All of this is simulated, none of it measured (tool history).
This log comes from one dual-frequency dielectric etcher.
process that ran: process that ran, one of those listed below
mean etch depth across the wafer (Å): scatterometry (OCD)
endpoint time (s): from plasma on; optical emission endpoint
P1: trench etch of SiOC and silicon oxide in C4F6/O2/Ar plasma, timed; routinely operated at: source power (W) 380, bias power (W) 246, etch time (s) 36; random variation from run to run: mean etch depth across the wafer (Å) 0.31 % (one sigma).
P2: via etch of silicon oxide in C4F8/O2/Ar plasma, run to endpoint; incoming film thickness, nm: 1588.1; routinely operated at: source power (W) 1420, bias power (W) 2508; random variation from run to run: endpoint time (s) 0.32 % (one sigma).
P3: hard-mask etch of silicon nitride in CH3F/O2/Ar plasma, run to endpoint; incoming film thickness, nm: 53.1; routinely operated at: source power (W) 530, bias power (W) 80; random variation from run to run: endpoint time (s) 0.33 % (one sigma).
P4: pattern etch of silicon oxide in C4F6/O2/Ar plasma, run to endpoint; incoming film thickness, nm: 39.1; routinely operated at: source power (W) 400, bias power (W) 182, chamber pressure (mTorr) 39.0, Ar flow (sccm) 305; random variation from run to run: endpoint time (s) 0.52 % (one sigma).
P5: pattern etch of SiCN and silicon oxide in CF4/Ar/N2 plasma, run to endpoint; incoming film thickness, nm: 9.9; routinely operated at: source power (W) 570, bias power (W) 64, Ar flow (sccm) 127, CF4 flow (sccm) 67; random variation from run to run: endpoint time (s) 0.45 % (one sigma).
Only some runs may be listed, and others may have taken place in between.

run,hour,process that ran,source power (W),bias power (W),etch time (s),chamber pressure (mTorr),Ar flow (sccm),CF4 flow (sccm),mean etch depth across the wafer (Å),endpoint time (s)
1,3.2,P1,380,246,36,,,,773.78,
2,6.3,P4,240,182,,39.0,305,,,15.7580
3,10.1,P1,380,325,36,,,,846.48,
4,13.3,P5,570,64,,,155,67,,10.5790
5,16.7,P1,380,246,36,,,,771.77,
6,20.3,P1,380,246,36,,,,772.24,
7,22.7,P3,530,111,,,,,,61.3100
8,26.4,P1,510,341,36,,,,963.44,
9,28.6,P1,380,246,36,,,,771.09,
10,32.2,P2,1420,2508,,,,,,345.1400
11,36.3,P5,570,64,,,127,67,,10.2070
12,39.6,P1,540,246,36,,,,883.10,
13,42.2,P3,530,80,,,,,,69.0540
14,44.6,P5,800,64,,,127,67,,7.5691
15,47.2,P1,250,246,36,,,,659.92,
16,51.8,P1,380,246,36,,,,771.24,
17,54.3,P4,400,182,,39.0,305,,,13.1240
18,57.3,P4,400,111,,39.0,305,,,15.0590
19,61.3,P4,400,182,,25.5,305,,,12.2710
20,64.4,P5,570,64,,,127,94,,9.6572
21,67.3,P4,400,182,,39.0,181,,,12.2270
22,71.4,P1,380,246,36,,,,770.49,
23,76.1,P5,570,44,,,127,67,,11.4670
24,79.5,P3,350,80,,,,,,80.5660
25,83.3,P4,400,182,,39.0,305,,,12.9900
26,86.0,P3,530,80,,,,,,68.9370
27,88.6,P2,1420,1547,,,,,,397.6700
28,93.0,P5,570,64,,,127,67,,10.2500
29,95.8,P1,380,149,36,,,,655.61,
30,99.0,P2,870,2508,,,,,,416.5600
31,103.2,P1,380,246,25,,,,534.07,
32,108.1,P1,380,246,54,,,,1161.80,
33,112.6,P1,380,246,36,,,,768.29,
34,116.7,P1,380,246,36,,,,778.13,
35,121.2,P1,380,246,36,,,,779.42,
36,125.9,P1,380,246,36,,,,785.34,
# hour 129.4: wet clean of the chamber
37,130.2,P1,380,246,36,,,,782.17,
38,134.6,P1,380,246,36,,,,783.26,

Run 39, settings as shown, results not yet in. Your forecast:
39,138.7,P1,380,246,36,,,,?,

mean etch depth across the wafer (Å): 784.90
